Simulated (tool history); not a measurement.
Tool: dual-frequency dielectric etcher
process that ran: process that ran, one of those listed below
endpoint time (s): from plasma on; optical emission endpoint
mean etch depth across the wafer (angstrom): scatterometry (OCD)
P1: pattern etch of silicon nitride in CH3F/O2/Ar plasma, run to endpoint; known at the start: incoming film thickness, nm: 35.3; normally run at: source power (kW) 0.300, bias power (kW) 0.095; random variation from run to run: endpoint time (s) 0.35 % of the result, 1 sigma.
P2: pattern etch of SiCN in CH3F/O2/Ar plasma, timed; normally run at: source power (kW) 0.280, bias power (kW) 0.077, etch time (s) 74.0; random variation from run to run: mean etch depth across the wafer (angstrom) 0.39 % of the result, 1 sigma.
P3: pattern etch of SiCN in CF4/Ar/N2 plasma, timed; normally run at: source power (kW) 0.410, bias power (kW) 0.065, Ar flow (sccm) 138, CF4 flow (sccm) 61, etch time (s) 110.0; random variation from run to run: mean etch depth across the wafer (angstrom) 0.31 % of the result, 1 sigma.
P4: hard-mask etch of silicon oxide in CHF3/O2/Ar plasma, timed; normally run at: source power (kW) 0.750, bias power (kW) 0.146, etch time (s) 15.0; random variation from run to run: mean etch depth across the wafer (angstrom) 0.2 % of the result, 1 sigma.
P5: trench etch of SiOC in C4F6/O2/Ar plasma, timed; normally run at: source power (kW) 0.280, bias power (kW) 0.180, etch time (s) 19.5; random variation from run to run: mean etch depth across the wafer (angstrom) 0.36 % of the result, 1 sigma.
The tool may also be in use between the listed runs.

run   hour  process that ran  source power (kW)  bias power (kW)  etch time (s)  Ar flow (sccm)  CF4 flow (sccm)  endpoint time (s)  mean etch depth across the wafer (angstrom)
  1    7.2                P1              0.300            0.095                                                             51.443
  2   17.4                P4              0.750            0.146           15.0                                                                                           306.92
  3   31.1                P3              0.410            0.065          110.0              95               61                                                          821.69
  4   42.6                P5              0.280            0.180           19.5                                                                                           358.63
  5   50.7                P5              0.280            0.221           19.5                                                                                           386.08
  6   59.1                P4              0.750            0.146           11.5                                                                                           236.13
  7   71.1                P1              0.300            0.075                                                             56.268
  8   81.7                P3              0.410            0.081          110.0             138               61                                                          833.09
  9   92.2                P2              0.280            0.077           74.0                                                                                           250.67
 10  102.5                P1              0.210            0.115                                                             54.824
 11  110.1                P3              0.410            0.065          110.0             138               77                                                          795.52
 12  118.2                P1              0.410            0.095                                                             46.044
 13  129.2                P2              0.280            0.077           74.0                                                                                           252.62
 14  136.1                P1              0.220            0.124                                                             52.469
 15  147.3                P1              0.300            0.095                                                             51.706
 16  158.7                P2              0.280            0.050           74.0                                                                                           216.65
 17  168.8                P4              0.750            0.146           15.0                                                                                           306.49
 18  178.7                P3              0.410            0.065          110.0             138               61                                                          767.96
 19  190.0                P4              0.750            0.192           15.0                                                                                           335.78
 20  201.4                P2              0.390            0.077           74.0                                                                                           284.63
 21  212.7                P1              0.300            0.095                                                             51.629
 22  224.7                P3              0.410            0.065           83.0             138               61                                                          580.67
 23  231.3                P3              0.280            0.065          110.0             138               61                                                          550.39
 24  239.5                P1              0.300            0.095                                                             51.509
 25  245.9                P2              0.280            0.077           98.5                                                                                           333.87
 26  254.1                P1              0.210            0.095                                                             58.890
 27  265.3                P1              0.300            0.095                                                             51.804
 28  274.9                P1              0.300            0.095                                                             51.847
 29  288.8                P1              0.300            0.095                                                             52.017
 30  296.5                P1              0.300            0.123                                                             46.965
 31  303.4                P5              0.280            0.180           12.0                                                                                           220.77
 32  313.5                P4              0.530            0.146           15.0                                                                                           267.23
 33  326.3                P5              0.180            0.180           19.5                                                                                           303.30
 34  338.5                P1              0.370            0.123                                                             43.351
 35  351.3                P1              0.300            0.095                                                             51.383
 36  358.8                P1              0.300            0.095                                                             51.928
 37  368.9                P1              0.300            0.095                                                             51.982
 38  376.0                P1              0.300            0.095                                                             52.463
     379.1  -- wet clean of the chamber
 39  384.0                P1              0.300            0.095                                                             52.354
 40  395.4                P1              0.300            0.095                                                             52.695
 41  407.1                P1              0.300            0.095                                                             52.749
 42  417.9                P1              0.300            0.095                                                             52.520
 43  428.4                P1              0.300            0.095                                                             52.888

What P1 gives has crept away from where it was. These 2 causes fit the log equally well, each at the size given:
A: bias power that arrives under what is set, % = 4.61
B: source power that arrives under what is set, % = 4.58
The creep began at about hour 351.3.
Why every other cause is out:
chamber walls in a state that lowers the etch rate, %: serviced at hour 379.1, which brought nothing back

4 check runs are offered, one wafer each, their results left as question marks. Which one tells the causes apart?
check 1  438.9                P4              0.750            0.146           15.0                                                                                                ?
check 2  438.9                P3              0.410            0.065          110.0             138               61                                                               ?
check 3  438.9                P5              0.280            0.180           19.5                                                                                                ?
check 4  438.9                P2              0.280            0.077           74.0                                                                                                ?

What each check would give under each cause:
  check                                       result    if A    if B
check 1  mean etch depth across the wafer (angstrom)  302.75  301.72
check 2  mean etch depth across the wafer (angstrom)  756.88  739.29
check 3  mean etch depth across the wafer (angstrom)  354.30  353.29
check 4  mean etch depth across the wafer (angstrom)  247.50  247.46
How far apart the two closest causes lie, in the result that separates them most: check 1 0.34 %; check 2 2.35 %; check 3 0.28 %; check 4 0.01 %
Only check 2 tells the causes apart: in the others they would give nearly the same result.

Then check 2 was run and gave: mean etch depth across the wafer (angstrom) 755.17. Which cause is it?

It is A: bias power that arrives under what is set, %.

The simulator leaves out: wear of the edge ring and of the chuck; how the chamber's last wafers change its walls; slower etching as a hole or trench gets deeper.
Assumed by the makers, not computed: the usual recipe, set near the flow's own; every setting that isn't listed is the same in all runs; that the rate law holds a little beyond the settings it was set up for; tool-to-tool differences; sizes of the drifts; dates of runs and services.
